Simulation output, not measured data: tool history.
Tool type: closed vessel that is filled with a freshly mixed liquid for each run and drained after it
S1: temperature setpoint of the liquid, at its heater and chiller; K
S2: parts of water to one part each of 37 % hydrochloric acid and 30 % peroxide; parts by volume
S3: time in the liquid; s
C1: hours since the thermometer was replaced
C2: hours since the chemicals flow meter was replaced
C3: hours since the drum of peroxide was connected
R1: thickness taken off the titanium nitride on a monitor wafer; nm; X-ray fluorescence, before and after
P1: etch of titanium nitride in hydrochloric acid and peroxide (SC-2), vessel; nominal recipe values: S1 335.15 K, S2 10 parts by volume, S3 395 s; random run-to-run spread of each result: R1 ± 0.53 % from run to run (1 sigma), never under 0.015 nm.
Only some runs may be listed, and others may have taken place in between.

run,day,S1,S2,S3,C1,C2,C3,R1
1,0.421,335.15,10,395,582.2,614.1,676,37.466
2,0.933,335.15,10,395,594.5,626.4,688.3,37.11
3,1.275,328.65,10,70,602.7,634.6,696.5,4.3931
4,1.75,335.15,10,395,614.1,646,707.9,37.146
5,2.292,335.15,10,780,627.1,659,720.9,72.301
6,2.638,335.15,10,395,635.4,667.3,729.2,37.079
7,2.962,335.15,10,395,643.2,675.1,737,37.204
8,3.288,320.65,10,665,651,682.9,744.8,24.642
9,3.646,345.15,10,395,659.6,691.5,753.4,67.872
10,4,321.65,10,395,668.1,700,761.9,15.509
11,4.454,335.15,10,395,679,710.9,772.8,37.284
12,5.021,335.15,10,395,692.6,724.5,786.4,37.105
13,5.612,335.15,4,395,706.8,738.7,800.6,74.377

Expected results for the next run?
14,6.021,335.15,10,40,716.6,748.5,810.4,?

{"run 14": {"R1": 3.7876}}

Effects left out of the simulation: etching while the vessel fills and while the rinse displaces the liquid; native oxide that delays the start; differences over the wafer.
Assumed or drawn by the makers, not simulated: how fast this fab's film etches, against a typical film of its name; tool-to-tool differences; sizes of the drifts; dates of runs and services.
